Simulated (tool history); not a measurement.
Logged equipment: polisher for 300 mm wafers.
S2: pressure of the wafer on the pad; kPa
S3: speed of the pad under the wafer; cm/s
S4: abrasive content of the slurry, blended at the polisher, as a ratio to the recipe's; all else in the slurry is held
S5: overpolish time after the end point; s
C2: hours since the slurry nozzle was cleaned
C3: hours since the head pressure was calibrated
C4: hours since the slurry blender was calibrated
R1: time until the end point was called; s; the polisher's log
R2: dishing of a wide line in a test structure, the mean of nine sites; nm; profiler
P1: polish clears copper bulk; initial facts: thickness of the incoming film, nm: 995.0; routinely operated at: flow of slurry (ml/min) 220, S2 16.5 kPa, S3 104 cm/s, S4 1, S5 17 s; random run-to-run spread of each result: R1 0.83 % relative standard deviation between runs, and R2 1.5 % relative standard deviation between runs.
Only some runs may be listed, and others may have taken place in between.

run 1 hour=12 | flow_of_slurry_(ml/min)=220 S2=16.5 S3=104 S4=1 S5=17 | wafers_polished_on_this_pad=380 C2=405.5 C3=231.2 C4=38.1 | R1=119.27 R2=74.777
run 2 hour=22.6 | flow_of_slurry_(ml/min)=220 S2=16.5 S3=104 S4=1 S5=5 | wafers_polished_on_this_pad=483 C2=416.1 C3=241.8 C4=48.7 | R1=119.96 R2=29.138
run 3 hour=30.8 | flow_of_slurry_(ml/min)=130 S2=16.5 S3=104 S4=1 S5=17 | wafers_polished_on_this_pad=563 C2=424.3 C3=250 C4=56.9 | R1=128.47 R2=71.642
run 4 hour=39.6 | flow_of_slurry_(ml/min)=220 S2=16.5 S3=104 S4=1 S5=17 | wafers_polished_on_this_pad=648 C2=433.1 C3=258.8 C4=65.7 | R1=119.14 R2=78.085
run 5 hour=52.6 | flow_of_slurry_(ml/min)=315 S2=16.5 S3=104 S4=1 S5=17 | wafers_polished_on_this_pad=775 C2=446.1 C3=271.8 C4=78.7 | R1=114.09 R2=75.318
run 6 hour=58.8 | flow_of_slurry_(ml/min)=220 S2=16.5 S3=104 S4=0.6 S5=17 | wafers_polished_on_this_pad=835 C2=452.3 C3=278 C4=84.9 | R1=133.1 R2=69.928
run 7 hour=71.5 | flow_of_slurry_(ml/min)=220 S2=16.5 S3=104 S4=1.25 S5=17 | wafers_polished_on_this_pad=959 C2=465 C3=290.7 C4=97.6 | R1=112.63 R2=78.431
-- hour=75.2 slurry blender recalibrated
run 8 hour=81.1 | flow_of_slurry_(ml/min)=220 S2=16.5 S3=104 S4=1 S5=17 | wafers_polished_on_this_pad=1052 C2=474.6 C3=300.3 C4=6 | R1=118.54 R2=76.268
run 9 hour=90 | flow_of_slurry_(ml/min)=220 S2=16.5 S3=104 S4=1 S5=17 | wafers_polished_on_this_pad=1139 C2=483.5 C3=309.2 C4=14.9 | R1=118.12 R2=75.123
run 10 hour=100.6 | flow_of_slurry_(ml/min)=220 S2=8.3 S3=104 S4=1 S5=17 | wafers_polished_on_this_pad=1242 C2=494.1 C3=319.8 C4=25.5 | R1=235.41 R2=42.777
run 11 hour=106.2 | flow_of_slurry_(ml/min)=220 S2=16.5 S3=50 S4=1 S5=17 | wafers_polished_on_this_pad=1297 C2=499.7 C3=325.4 C4=31.1 | R1=245.61 R2=44.217
run 12 hour=112.1 | flow_of_slurry_(ml/min)=220 S2=16.5 S3=104 S4=1 S5=25 | wafers_polished_on_this_pad=1354 C2=505.6 C3=331.3 C4=37 | R1=119.23 R2=95.249
run 13 hour=119.5 | flow_of_slurry_(ml/min)=220 S2=16.5 S3=132 S4=1 S5=25 | wafers_polished_on_this_pad=1426 C2=513 C3=338.7 C4=44.4 | R1=94.351 R2=107.73
-- hour=124.7 slurry nozzle cleaned
run 14 hour=129.7 | flow_of_slurry_(ml/min)=220 S2=16.5 S3=104 S4=1 S5=17 | wafers_polished_on_this_pad=1525 C2=5 C3=348.9 C4=54.6 | R1=118.9 R2=78.269
-- hour=129.9 worn pad replaced by a new one
run 15 hour=138.6 | flow_of_slurry_(ml/min)=220 S2=24.1 S3=104 S4=1 S5=17 | wafers_polished_on_this_pad=85 C2=13.9 C3=357.8 C4=63.5 | R1=82.096 R2=101.94
run 16 hour=148.6 | flow_of_slurry_(ml/min)=220 S2=16.5 S3=78 S4=0.7 S5=17 | wafers_polished_on_this_pad=182 C2=23.9 C3=367.8 C4=73.5 | R1=171.55 R2=58.482
run 17 hour=156.6 | flow_of_slurry_(ml/min)=220 S2=16.5 S3=136 S4=1 S5=17 | wafers_polished_on_this_pad=260 C2=31.9 C3=375.8 C4=81.5 | R1=91.487 R2=90.078
run 18 hour=163.4 | flow_of_slurry_(ml/min)=220 S2=16.5 S3=104 S4=1 S5=17 | wafers_polished_on_this_pad=326 C2=38.7 C3=382.6 C4=88.3 | R1=117.31 R2=76.311
run 19 hour=175.4 | flow_of_slurry_(ml/min)=220 S2=16.5 S3=104 S4=1 S5=17 | wafers_polished_on_this_pad=443 C2=50.7 C3=394.6 C4=100.3 | R1=121.94 R2=74.598
run 20 hour=184.3 | flow_of_slurry_(ml/min)=220 S2=16.5 S3=104 S4=1 S5=17 | wafers_polished_on_this_pad=529 C2=59.6 C3=403.5 C4=109.2 | R1=121.97 R2=75.342
run 21 hour=194 | flow_of_slurry_(ml/min)=220 S2=16.5 S3=104 S4=1 S5=17 | wafers_polished_on_this_pad=624 C2=69.3 C3=413.2 C4=118.9 | R1=125.52 R2=73.818
run 22 hour=206.8 | flow_of_slurry_(ml/min)=220 S2=16.5 S3=104 S4=1 S5=17 | wafers_polished_on_this_pad=748 C2=82.1 C3=426 C4=131.7 | R1=124.36 R2=74.712
run 23 hour=214.2 | flow_of_slurry_(ml/min)=220 S2=16.5 S3=104 S4=1 S5=17 | wafers_polished_on_this_pad=820 C2=89.5 C3=433.4 C4=139.1 | R1=125.74 R2=71.732
-- hour=221 worn pad replaced by a new one
-- hour=221.1 head pressure recalibrated
run 24 hour=222.4 | flow_of_slurry_(ml/min)=220 S2=16.5 S3=104 S4=1 S5=17 | wafers_polished_on_this_pad=14 C2=97.7 C3=1.3 C4=147.3 | R1=126.23 R2=74.379
run 25 hour=231.3 | flow_of_slurry_(ml/min)=220 S2=16.5 S3=104 S4=1 S5=17 | wafers_polished_on_this_pad=100 C2=106.6 C3=10.2 C4=156.2 | R1=128.16 R2=71.665
run 26 hour=243.5 | flow_of_slurry_(ml/min)=220 S2=16.5 S3=104 S4=1 S5=17 | wafers_polished_on_this_pad=219 C2=118.8 C3=22.4 C4=168.4 | R1=127.26 R2=72.3
run 27 hour=249.6 | flow_of_slurry_(ml/min)=220 S2=16.5 S3=104 S4=1 S5=17 | wafers_polished_on_this_pad=278 C2=124.9 C3=28.5 C4=174.5 | R1=129.06 R2=73.495
run 28 hour=260.9 | flow_of_slurry_(ml/min)=220 S2=16.5 S3=104 S4=1 S5=17 | wafers_polished_on_this_pad=388 C2=136.2 C3=39.8 C4=185.8 | R1=129.95 R2=71.834
run 29 hour=273.5 | flow_of_slurry_(ml/min)=220 S2=16.5 S3=104 S4=1 S5=17 | wafers_polished_on_this_pad=511 C2=148.8 C3=52.4 C4=198.4 | R1=128.47 R2=73.619

P1 has crept away from where it was. The log is fitted equally well by each of these 2 causes, at the sizes shown:
A: abrasive missing from the slurry, % = 29.6
B: slurry flow missing at the pad, % = 38.2
The drift started at roughly hour 163.4.
The rest of the possible causes, and what rules out each one:
removal rate lost through wear of the pad, %: serviced after onset, at hour 221, with no recovery of the prior output
head's pressure below its setpoint, %: serviced after onset, at hour 221.1, with no recovery of the prior output

Below are 4 check runs, each averaged over 5 wafers, with their results shown as question marks. Which of them would give clearly different results depending on which cause is behind the drift?
run check 1 hour=286.1 | flow_of_slurry_(ml/min)=220 S2=16.5 S3=104 S4=1 S5=23 | R1=? R2=?
run check 2 hour=286.1 | flow_of_slurry_(ml/min)=220 S2=16.5 S3=68 S4=1.2 S5=17 | R1=? R2=?
run check 3 hour=286.1 | flow_of_slurry_(ml/min)=220 S2=23.4 S3=104 S4=1 S5=17 | R1=? R2=?
run check 4 hour=286.1 | flow_of_slurry_(ml/min)=155 S2=16.5 S3=104 S4=1 S5=17 | R1=? R2=?

Predicted outcomes, by check and by cause:
check=check_1 result=R1 if_A=127.74 if_B=127.73
check=check_1 result=R2 if_A=87.371 if_B=87.375
check=check_2 result=R1 if_A=188.11 if_B=187.78
check=check_2 result=R2 if_A=54.849 if_B=54.921
check=check_3 result=R1 if_A=90.167 if_B=90.16
check=check_3 result=R2 if_A=95.021 if_B=95.025
check=check_4 result=R1 if_A=134.31 if_B=138.08
check=check_4 result=R2 if_A=70.006 if_B=68.689
Minimum pairwise separation of causes per check, each pair taken at its best-separating result: check 1 0.01 %; check 2 0.17 %; check 3 0.01 %; check 4 2.77 %
The causes can be told apart only by check 4. The other checks would give nearly the same results under each of them.

Check 4 was carried out, with these results: R1 134.45 s; R2 69.484 nm. Which of the listed causes is responsible?

The correct cause is A, namely: abrasive missing from the slurry, %.

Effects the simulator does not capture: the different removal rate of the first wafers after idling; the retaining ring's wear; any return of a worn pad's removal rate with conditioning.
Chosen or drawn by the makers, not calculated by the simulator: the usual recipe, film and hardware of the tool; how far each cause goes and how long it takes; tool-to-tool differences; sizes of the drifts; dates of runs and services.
